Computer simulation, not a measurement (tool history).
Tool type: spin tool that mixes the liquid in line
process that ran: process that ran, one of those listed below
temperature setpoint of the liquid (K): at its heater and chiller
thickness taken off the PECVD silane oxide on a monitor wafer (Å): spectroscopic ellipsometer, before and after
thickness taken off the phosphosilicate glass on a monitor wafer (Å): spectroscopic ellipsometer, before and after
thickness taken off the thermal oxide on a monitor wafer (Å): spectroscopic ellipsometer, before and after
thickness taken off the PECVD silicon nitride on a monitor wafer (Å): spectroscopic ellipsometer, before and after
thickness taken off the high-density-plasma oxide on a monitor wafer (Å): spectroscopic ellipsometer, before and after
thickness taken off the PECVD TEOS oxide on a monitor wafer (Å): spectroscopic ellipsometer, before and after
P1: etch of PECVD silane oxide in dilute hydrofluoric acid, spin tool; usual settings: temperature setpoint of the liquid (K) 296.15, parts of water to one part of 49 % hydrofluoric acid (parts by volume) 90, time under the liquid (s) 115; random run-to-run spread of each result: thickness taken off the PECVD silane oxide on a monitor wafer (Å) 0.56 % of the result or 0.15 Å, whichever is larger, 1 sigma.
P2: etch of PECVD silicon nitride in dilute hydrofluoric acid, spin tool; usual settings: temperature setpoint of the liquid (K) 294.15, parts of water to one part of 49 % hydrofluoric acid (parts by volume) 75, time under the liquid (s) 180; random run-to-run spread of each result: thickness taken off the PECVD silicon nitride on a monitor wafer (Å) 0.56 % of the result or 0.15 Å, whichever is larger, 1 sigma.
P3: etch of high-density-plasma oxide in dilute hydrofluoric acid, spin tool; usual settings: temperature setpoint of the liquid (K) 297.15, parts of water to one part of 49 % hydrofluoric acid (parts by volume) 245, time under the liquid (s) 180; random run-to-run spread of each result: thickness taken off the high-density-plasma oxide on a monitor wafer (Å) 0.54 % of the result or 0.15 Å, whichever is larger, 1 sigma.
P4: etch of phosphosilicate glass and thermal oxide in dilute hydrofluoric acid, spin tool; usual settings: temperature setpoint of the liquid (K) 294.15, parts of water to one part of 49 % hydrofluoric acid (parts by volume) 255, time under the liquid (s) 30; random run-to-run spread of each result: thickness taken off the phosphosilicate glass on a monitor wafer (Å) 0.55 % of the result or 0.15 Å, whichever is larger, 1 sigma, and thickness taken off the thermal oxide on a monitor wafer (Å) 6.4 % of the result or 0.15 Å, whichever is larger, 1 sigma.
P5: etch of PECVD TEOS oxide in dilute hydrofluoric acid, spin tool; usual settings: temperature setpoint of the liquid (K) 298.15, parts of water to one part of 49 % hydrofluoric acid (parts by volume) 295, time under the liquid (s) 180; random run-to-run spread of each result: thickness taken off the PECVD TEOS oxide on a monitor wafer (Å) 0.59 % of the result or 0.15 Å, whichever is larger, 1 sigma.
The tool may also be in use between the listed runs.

run,hour,process that ran,temperature setpoint of the liquid (K),parts of water to one part of 49 % hydrofluoric acid (parts by volume),time under the liquid (s),hours since the thermometer was replaced,hours since the hydrofluoric acid flow meter was replaced,thickness taken off the PECVD silane oxide on a monitor wafer (Å),thickness taken off the phosphosilicate glass on a monitor wafer (Å),thickness taken off the thermal oxide on a monitor wafer (Å),thickness taken off the PECVD silicon nitride on a monitor wafer (Å),thickness taken off the high-density-plasma oxide on a monitor wafer (Å),thickness taken off the PECVD TEOS oxide on a monitor wafer (Å)
1,9.4,P1,296.15,90,115,1003.0,388.8,424.590,,,,,
2,17.3,P1,296.15,90,115,1010.9,396.7,426.630,,,,,
3,25.5,P4,294.15,255,30,1019.1,404.9,,107.150,3.9819,,,
4,40.7,P2,290.65,75,180,1034.3,420.1,,,,54.8480,,
5,51.9,P1,296.15,90,115,1045.5,431.3,431.060,,,,,
6,62.8,P4,294.15,255,60,1056.4,442.2,,214.910,8.4971,,,
7,76.0,P3,297.15,245,70,1069.6,455.4,,,,,15.867,
8,87.9,P3,305.15,245,180,1081.5,467.3,,,,,53.825,
9,99.6,P3,297.15,245,180,1093.2,479.0,,,,,40.987,
10,108.7,P2,294.15,135,180,1102.3,488.1,,,,39.6380,,
11,125.4,P1,296.15,90,15,1119.0,504.8,55.651,,,,,
12,139.5,P4,294.15,255,30,1133.1,518.9,,106.870,3.7377,,,
13,149.5,P1,290.15,140,115,1143.1,528.9,204.650,,,,,
14,162.3,P1,296.15,90,115,1155.9,541.7,427.850,,,,,
# hour 162.8: hydrofluoric acid flow meter replaced
15,178.8,P5,291.15,295,180,1172.4,16.0,,,,,,40.662
16,191.7,P2,294.15,75,180,1185.3,28.9,,,,69.9700,,
17,205.0,P1,296.15,90,230,1198.6,42.2,854.790,,,,,
18,218.5,P1,296.15,90,115,1212.1,55.7,434.220,,,,,
19,230.7,P1,291.65,90,115,1224.3,67.9,358.470,,,,,
20,241.9,P2,294.15,75,15,1235.5,79.1,,,,5.7632,,
21,254.5,P5,298.15,295,180,1248.1,91.7,,,,,,52.637
22,269.0,P1,296.15,150,115,1262.6,106.2,241.530,,,,,
23,284.2,P5,298.15,295,320,1277.8,121.4,,,,,,93.127
24,298.5,P2,294.15,75,180,1292.1,135.7,,,,70.1330,,
25,306.5,P5,298.15,80,180,1300.1,143.7,,,,,,246.460
26,318.5,P1,296.15,90,115,1312.1,155.7,426.690,,,,,
27,327.8,P1,296.15,50,165,1321.4,165.0,1172.100,,,,,
28,336.9,P3,297.15,90,180,1330.5,174.1,,,,,132.390,
29,349.2,P4,290.15,255,30,1342.8,186.4,,91.822,3.0222,,,
30,362.2,P1,300.65,90,115,1355.8,199.4,514.520,,,,,
31,377.5,P4,294.15,455,30,1371.1,214.7,,50.380,2.1092,,,
32,385.0,P1,296.15,20,115,1378.6,222.2,2102.700,,,,,
33,401.8,P3,297.15,245,180,1395.4,239.0,,,,,41.046,
34,415.3,P1,296.15,90,115,1408.9,252.5,429.200,,,,,
35,429.5,P1,296.15,90,115,1423.1,266.7,444.580,,,,,
36,442.0,P1,296.15,90,115,1435.6,279.2,448.900,,,,,
37,453.8,P1,296.15,90,115,1447.4,291.0,451.820,,,,,
38,461.7,P1,296.15,90,115,1455.3,298.9,453.660,,,,,
39,477.1,P1,296.15,90,115,1470.7,314.3,453.970,,,,,
40,493.3,P1,296.15,90,115,1486.9,330.5,458.880,,,,,
41,503.0,P1,296.15,90,115,1496.6,340.2,459.380,,,,,
42,519.3,P1,296.15,90,115,1512.9,356.5,460.460,,,,,

Something has made what P1 gives creep away from where it was; the 2 causes below, each at its own stated size, fit the log equally well:
A: liquid hotter than its thermometer reads (K) = 1.6
B: hydrofluoric acid flow above the setpoint (%) = 5.94
Creep in the process output first set in at about hour 415.3.

Consider the 4 check runs below, whose results appear as question marks and each of which averages 2 wafers. Which one distinguishes the causes, in that each cause would give it a clearly different result?
check 1,535.6,P3,297.15,150,180,,,,,,,?,
check 2,535.6,P2,294.15,120,80,,,,,,?,,
check 3,535.6,P5,291.65,170,180,,,,,,,,?
check 4,535.6,P4,291.15,255,30,,,,?,?,,,

What every check run would give for each of its results, assuming each possible cause in turn:
check,result,if A,if B
check 1,thickness taken off the high-density-plasma oxide on a monitor wafer (Å),78.885,79.414
check 2,thickness taken off the PECVD silicon nitride on a monitor wafer (Å),21.8030,20.7400
check 3,thickness taken off the PECVD TEOS oxide on a monitor wafer (Å),86.214,86.536
check 4,thickness taken off the phosphosilicate glass on a monitor wafer (Å),102.090,103.090
check 4,thickness taken off the thermal oxide on a monitor wafer (Å),3.8221,3.8597
How far apart the two closest causes lie, in the result that separates them most: check 1 0.67 %; check 2 5 %; check 3 0.37 %; check 4 0.98 %
Check 2 is the one run that separates the causes; every other check would come out nearly the same whichever cause is at work.

Running check 2 produced the following: thickness taken off the PECVD silicon nitride on a monitor wafer (Å) 20.8260. Which one of the listed causes fits?

B is the cause: hydrofluoric acid flow above the setpoint (%).
